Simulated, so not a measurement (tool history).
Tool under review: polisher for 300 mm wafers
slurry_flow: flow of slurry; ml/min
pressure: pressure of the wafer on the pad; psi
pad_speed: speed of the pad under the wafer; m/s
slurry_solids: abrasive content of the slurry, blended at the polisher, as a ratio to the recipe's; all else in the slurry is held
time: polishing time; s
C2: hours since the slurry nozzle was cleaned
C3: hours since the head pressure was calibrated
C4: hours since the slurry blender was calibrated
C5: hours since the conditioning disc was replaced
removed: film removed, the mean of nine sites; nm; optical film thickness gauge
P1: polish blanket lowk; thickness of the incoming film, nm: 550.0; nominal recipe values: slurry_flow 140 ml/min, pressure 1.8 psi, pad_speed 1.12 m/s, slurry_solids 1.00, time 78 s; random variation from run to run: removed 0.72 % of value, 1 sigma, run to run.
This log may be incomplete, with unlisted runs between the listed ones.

{"run": 1, "hour": 12.5, "slurry_flow": 140, "pressure": 1.8, "pad_speed": 1.12, "slurry_solids": 1.0, "time": 78, "wafers polished on this pad": 840, "C2": 366.5, "C3": 287.3, "C4": 94.4, "C5": 347.7, "removed": 35.599}
{"run": 2, "hour": 21.4, "slurry_flow": 140, "pressure": 1.8, "pad_speed": 1.62, "slurry_solids": 1.0, "time": 78, "wafers polished on this pad": 906, "C2": 375.4, "C3": 296.2, "C4": 103.3, "C5": 356.6, "removed": 48.058}
{"run": 3, "hour": 28.1, "slurry_flow": 140, "pressure": 1.8, "pad_speed": 0.5, "slurry_solids": 1.0, "time": 78, "wafers polished on this pad": 955, "C2": 382.1, "C3": 302.9, "C4": 110.0, "C5": 363.3, "removed": 18.626}
{"run": 4, "hour": 42.2, "slurry_flow": 140, "pressure": 1.2, "pad_speed": 1.12, "slurry_solids": 1.0, "time": 39, "wafers polished on this pad": 1059, "C2": 396.2, "C3": 317.0, "C4": 124.1, "C5": 377.4, "removed": 11.821}
{"run": 5, "hour": 48.7, "slurry_flow": 140, "pressure": 1.8, "pad_speed": 1.12, "slurry_solids": 1.0, "time": 78, "wafers polished on this pad": 1107, "C2": 402.7, "C3": 323.5, "C4": 130.6, "C5": 383.9, "removed": 35.732}
{"run": 6, "hour": 57.1, "slurry_flow": 140, "pressure": 1.8, "pad_speed": 1.12, "slurry_solids": 1.5, "time": 78, "wafers polished on this pad": 1169, "C2": 411.1, "C3": 331.9, "C4": 139.0, "C5": 392.3, "removed": 41.813}
{"run": 7, "hour": 69.7, "slurry_flow": 140, "pressure": 1.8, "pad_speed": 1.12, "slurry_solids": 0.65, "time": 78, "wafers polished on this pad": 1262, "C2": 423.7, "C3": 344.5, "C4": 151.6, "C5": 404.9, "removed": 28.569}
{"run": 8, "hour": 80.7, "slurry_flow": 140, "pressure": 1.8, "pad_speed": 1.12, "slurry_solids": 1.0, "time": 78, "wafers polished on this pad": 1344, "C2": 434.7, "C3": 355.5, "C4": 162.6, "C5": 415.9, "removed": 35.312}
{"run": 9, "hour": 89.6, "slurry_flow": 140, "pressure": 2.4, "pad_speed": 1.12, "slurry_solids": 1.0, "time": 78, "wafers polished on this pad": 1409, "C2": 443.6, "C3": 364.4, "C4": 171.5, "C5": 424.8, "removed": 47.406}
{"run": 10, "hour": 101.4, "slurry_flow": 140, "pressure": 1.0, "pad_speed": 1.12, "slurry_solids": 1.0, "time": 78, "wafers polished on this pad": 1496, "C2": 455.4, "C3": 376.2, "C4": 183.3, "C5": 436.6, "removed": 20.065}
{"hour": 107.1, "done": "conditioning disc replaced and pad reconditioned"}
{"run": 11, "hour": 109.5, "slurry_flow": 140, "pressure": 1.8, "pad_speed": 1.12, "slurry_solids": 1.0, "time": 78, "wafers polished on this pad": 1556, "C2": 463.5, "C3": 384.3, "C4": 191.4, "C5": 2.5, "removed": 35.694}
{"run": 12, "hour": 118.0, "slurry_flow": 140, "pressure": 0.9, "pad_speed": 1.12, "slurry_solids": 0.55, "time": 78, "wafers polished on this pad": 1619, "C2": 472.0, "C3": 392.8, "C4": 199.9, "C5": 11.0, "removed": 13.014}
{"hour": 119.7, "done": "head pressure recalibrated"}
{"run": 13, "hour": 129.2, "slurry_flow": 195, "pressure": 1.8, "pad_speed": 1.12, "slurry_solids": 1.5, "time": 78, "wafers polished on this pad": 1701, "C2": 483.2, "C3": 9.5, "C4": 211.1, "C5": 22.2, "removed": 43.725}
{"hour": 131.4, "done": "slurry nozzle cleaned"}
{"run": 14, "hour": 136.2, "slurry_flow": 140, "pressure": 1.8, "pad_speed": 1.12, "slurry_solids": 1.0, "time": 99, "wafers polished on this pad": 1753, "C2": 4.8, "C3": 16.5, "C4": 218.1, "C5": 29.2, "removed": 45.505}
{"run": 15, "hour": 146.3, "slurry_flow": 85, "pressure": 1.8, "pad_speed": 1.12, "slurry_solids": 1.0, "time": 78, "wafers polished on this pad": 1828, "C2": 14.9, "C3": 26.6, "C4": 228.2, "C5": 39.3, "removed": 31.783}

Run 16 has not been measured yet. What should we expect?
{"run": 16, "hour": 155.2, "slurry_flow": 140, "pressure": 1.8, "pad_speed": 1.12, "slurry_solids": 1.0, "time": 35, "wafers polished on this pad": 1893, "C2": 23.8, "C3": 35.5, "C4": 237.1, "C5": 48.2, "removed": "?"}

Run 16 produced removed 15.921 nm.
